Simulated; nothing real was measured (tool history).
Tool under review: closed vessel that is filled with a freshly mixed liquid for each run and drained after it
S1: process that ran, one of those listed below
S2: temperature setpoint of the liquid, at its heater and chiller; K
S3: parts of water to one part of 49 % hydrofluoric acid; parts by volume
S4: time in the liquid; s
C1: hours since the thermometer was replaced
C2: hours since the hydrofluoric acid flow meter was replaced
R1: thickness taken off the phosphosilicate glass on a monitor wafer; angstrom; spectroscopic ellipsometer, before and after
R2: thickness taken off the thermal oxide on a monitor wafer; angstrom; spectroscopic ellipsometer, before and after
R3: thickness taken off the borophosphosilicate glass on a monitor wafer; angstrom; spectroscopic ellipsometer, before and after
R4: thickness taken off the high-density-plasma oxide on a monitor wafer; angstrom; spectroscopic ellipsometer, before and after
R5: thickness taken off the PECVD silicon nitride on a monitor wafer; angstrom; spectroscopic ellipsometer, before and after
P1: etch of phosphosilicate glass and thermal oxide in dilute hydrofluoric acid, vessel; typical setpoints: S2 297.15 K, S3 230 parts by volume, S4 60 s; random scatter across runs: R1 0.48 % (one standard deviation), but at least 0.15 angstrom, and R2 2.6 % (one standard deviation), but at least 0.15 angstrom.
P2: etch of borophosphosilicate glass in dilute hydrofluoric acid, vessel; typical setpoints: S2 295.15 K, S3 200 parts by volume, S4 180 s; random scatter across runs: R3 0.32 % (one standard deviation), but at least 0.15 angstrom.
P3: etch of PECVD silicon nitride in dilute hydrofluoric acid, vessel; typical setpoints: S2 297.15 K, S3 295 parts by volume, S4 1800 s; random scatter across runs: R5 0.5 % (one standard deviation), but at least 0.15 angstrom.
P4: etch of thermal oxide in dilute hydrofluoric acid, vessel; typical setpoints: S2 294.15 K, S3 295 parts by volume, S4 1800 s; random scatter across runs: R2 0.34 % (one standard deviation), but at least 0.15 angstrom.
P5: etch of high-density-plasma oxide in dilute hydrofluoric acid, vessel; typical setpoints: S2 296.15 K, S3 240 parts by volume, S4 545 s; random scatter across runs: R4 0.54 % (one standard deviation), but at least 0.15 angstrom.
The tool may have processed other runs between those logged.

Run 1, hour 8.6: S1 P1, S2 297.15 K, S3 230 parts by volume, S4 60 s; C1 776.1; C2 1114.9. Result: R1 210.01 angstrom, R2 10.568 angstrom.
Run 2, hour 16.4: S1 P2, S2 295.15 K, S3 200 parts by volume, S4 180 s; C1 783.9; C2 1122.7. Result: R3 325.81 angstrom.
Run 3, hour 27.1: S1 P1, S2 292.65 K, S3 230 parts by volume, S4 60 s; C1 794.6; C2 1133.4. Result: R1 177.08 angstrom, R2 8.2165 angstrom.
Run 4, hour 35.1: S1 P5, S2 296.15 K, S3 240 parts by volume, S4 240 s; C1 802.6; C2 1141.4. Result: R4 40.372 angstrom.
Run 5, hour 45.9: S1 P1, S2 297.15 K, S3 230 parts by volume, S4 30 s; C1 813.4; C2 1152.2. Result: R1 105.19 angstrom, R2 5.1277 angstrom.
Run 6, hour 54: S1 P4, S2 294.15 K, S3 295 parts by volume, S4 2935 s; C1 821.5; C2 1160.3. Result: R2 354.27 angstrom.
Run 7, hour 64.6: S1 P3, S2 305.15 K, S3 295 parts by volume, S4 1800 s; C1 832.1; C2 1170.9. Result: R5 203.77 angstrom.
Run 8, hour 71.3: S1 P1, S2 297.15 K, S3 355 parts by volume, S4 60 s; C1 838.8; C2 1177.6. Result: R1 119.77 angstrom, R2 5.8581 angstrom.
Run 9, hour 82.7: S1 P4, S2 294.15 K, S3 95 parts by volume, S4 1800 s; C1 850.2; C2 1189. Result: R2 826.13 angstrom.
Run 10, hour 89.6: S1 P4, S2 290.65 K, S3 295 parts by volume, S4 1800 s; C1 857.1; C2 1195.9. Result: R2 190.43 angstrom.
Run 11, hour 98.8: S1 P1, S2 297.15 K, S3 230 parts by volume, S4 60 s; C1 866.3; C2 1205.1. Result: R1 212.3 angstrom, R2 10.221 angstrom.
Run 12, hour 108.1: S1 P3, S2 297.15 K, S3 90 parts by volume, S4 1800 s; C1 875.6; C2 1214.4. Result: R5 409.34 angstrom.
Run 13, hour 120.8: S1 P3, S2 297.15 K, S3 295 parts by volume, S4 1800 s; C1 888.3; C2 1227.1. Result: R5 127.58 angstrom.
Run 14, hour 130: S1 P1, S2 297.15 K, S3 230 parts by volume, S4 100 s; C1 897.5; C2 1236.3. Result: R1 348.13 angstrom, R2 16.318 angstrom.
Run 15, hour 137.4: S1 P2, S2 295.15 K, S3 345 parts by volume, S4 180 s; C1 904.9; C2 1243.7. Result: R3 164.18 angstrom.
Run 16, hour 150.2: S1 P1, S2 292.65 K, S3 100 parts by volume, S4 60 s; C1 917.7; C2 1256.5. Result: R1 462.83 angstrom, R2 23.354 angstrom.
Run 17, hour 157.2: S1 P1, S2 303.15 K, S3 230 parts by volume, S4 60 s; C1 924.7; C2 1263.5. Result: R1 256.11 angstrom, R2 12.747 angstrom.
Run 18, hour 165.7: S1 P5, S2 296.15 K, S3 240 parts by volume, S4 545 s; C1 933.2; C2 1272. Result: R4 92.108 angstrom.
Run 19, hour 171.7: S1 P3, S2 297.15 K, S3 295 parts by volume, S4 1800 s; C1 939.2; C2 1278. Result: R5 126.57 angstrom.
Run 20, hour 180.2: S1 P5, S2 296.15 K, S3 240 parts by volume, S4 545 s; C1 947.7; C2 1286.5. Result: R4 91.916 angstrom.
Run 21, hour 187.8: S1 P2, S2 295.15 K, S3 200 parts by volume, S4 350 s; C1 955.3; C2 1294.1. Result: R3 631.79 angstrom.
Run 22, hour 195.3: S1 P2, S2 295.15 K, S3 200 parts by volume, S4 180 s; C1 962.8; C2 1301.6. Result: R3 325.75 angstrom.
Run 23, hour 203.4: S1 P4, S2 294.15 K, S3 295 parts by volume, S4 1800 s; C1 970.9; C2 1309.7. Result: R2 216.39 angstrom.
Run 24, hour 214.7: S1 P3, S2 297.15 K, S3 295 parts by volume, S4 3235 s; C1 982.2; C2 1321. Result: R5 229.5 angstrom.
Run 25, hour 220.9: S1 P4, S2 294.15 K, S3 295 parts by volume, S4 1800 s; C1 988.4; C2 1327.2. Result: R2 216.02 angstrom.
Run 26, hour 227: S1 P1, S2 297.15 K, S3 140 parts by volume, S4 60 s; C1 994.5; C2 1333.3. Result: R1 383.59 angstrom, R2 18.384 angstrom.
Run 27, hour 234.8: S1 P2, S2 290.15 K, S3 200 parts by volume, S4 180 s; C1 1002.3; C2 1341.1. Result: R3 268.98 angstrom.
Run 28, hour 242.3: S1 P5, S2 296.15 K, S3 355 parts by volume, S4 545 s; C1 1009.8; C2 1348.6. Result: R4 56.221 angstrom.
Run 29, hour 249.5: S1 P1, S2 297.15 K, S3 230 parts by volume, S4 60 s; C1 1017; C2 1355.8. Result: R1 208.65 angstrom, R2 10.633 angstrom.
Run 30, hour 258.6: S1 P5, S2 290.65 K, S3 240 parts by volume, S4 545 s; C1 1026.1; C2 1364.9. Result: R4 74.428 angstrom.
Run 31, hour 266.7: S1 P1, S2 297.15 K, S3 230 parts by volume, S4 60 s; C1 1034.2; C2 1373. Result: R1 211.39 angstrom, R2 10.23 angstrom.
Run 32, hour 275.6: S1 P1, S2 297.15 K, S3 230 parts by volume, S4 60 s; C1 1043.1; C2 1381.9. Result: R1 208.98 angstrom, R2 9.8438 angstrom.
Run 33, hour 282.8: S1 P1, S2 297.15 K, S3 230 parts by volume, S4 60 s; C1 1050.3; C2 1389.1. Result: R1 216.7 angstrom, R2 10.206 angstrom.
Run 34, hour 292.1: S1 P1, S2 297.15 K, S3 230 parts by volume, S4 60 s; C1 1059.6; C2 1398.4. Result: R1 220.22 angstrom, R2 10.749 angstrom.
Run 35, hour 297.9: S1 P1, S2 297.15 K, S3 230 parts by volume, S4 60 s; C1 1065.4; C2 1404.2. Result: R1 221.27 angstrom, R2 10.817 angstrom.
Run 36, hour 304.8: S1 P1, S2 297.15 K, S3 230 parts by volume, S4 60 s; C1 1072.3; C2 1411.1. Result: R1 221.96 angstrom, R2 11.382 angstrom.
Run 37, hour 311.7: S1 P1, S2 297.15 K, S3 230 parts by volume, S4 60 s; C1 1079.2; C2 1418. Result: R1 223.38 angstrom, R2 11.202 angstrom.
Run 38, hour 321.6: S1 P1, S2 297.15 K, S3 230 parts by volume, S4 60 s; C1 1089.1; C2 1427.9. Result: R1 226.19 angstrom, R2 10.997 angstrom.
Run 39, hour 330.4: S1 P1, S2 297.15 K, S3 230 parts by volume, S4 60 s; C1 1097.9; C2 1436.7. Result: R1 226.76 angstrom, R2 10.512 angstrom.
Run 40, hour 339.4: S1 P1, S2 297.15 K, S3 230 parts by volume, S4 60 s; C1 1106.9; C2 1445.7. Result: R1 224.89 angstrom, R2 11.987 angstrom.
Run 41, hour 352.2: S1 P1, S2 297.15 K, S3 230 parts by volume, S4 60 s; C1 1119.7; C2 1458.5. Result: R1 224.91 angstrom, R2 10.991 angstrom.

The log shows P1 creeping away from where it was. Any of the 2 causes listed here, at the size stated for it, fits the log just as well as the others:
A: liquid hotter than its thermometer reads (K) = 2.06
B: hydrofluoric acid flow above the setpoint (%) = 6.15
The drift started at roughly hour 275.6.

4 check runs are offered, one wafer each, their results left as question marks. Which one tells the causes apart?
Run check 1, hour 365: S1 P2, S2 295.15 K, S3 200 parts by volume, S4 180 s. Result: R3 ?.
Run check 2, hour 365: S1 P5, S2 296.15 K, S3 240 parts by volume, S4 545 s. Result: R4 ?.
Run check 3, hour 365: S1 P3, S2 297.15 K, S3 295 parts by volume, S4 1800 s. Result: R5 ?.
Run check 4, hour 365: S1 P4, S2 294.15 K, S3 295 parts by volume, S4 1800 s. Result: R2 ?.

Outcome of each check run for each possible cause:
  check  result    if A    if B
check 1      R3  351.33  349.48
check 2      R4  99.106  99.065
check 3      R5  144.16  135.02
check 4      R2  233.45   233.9
Per check, the gap between the least separated pair of causes, taken in the result that splits them most: check 1 0.53 %; check 2 0.04 %; check 3 6.55 %; check 4 0.19 %
Only in check 3 would the causes give clearly different results; in the remaining checks their results would be nearly the same.

Check 3 was then run and gave: R5 144.08 angstrom. Which cause is it?

It is A: liquid hotter than its thermometer reads (K).

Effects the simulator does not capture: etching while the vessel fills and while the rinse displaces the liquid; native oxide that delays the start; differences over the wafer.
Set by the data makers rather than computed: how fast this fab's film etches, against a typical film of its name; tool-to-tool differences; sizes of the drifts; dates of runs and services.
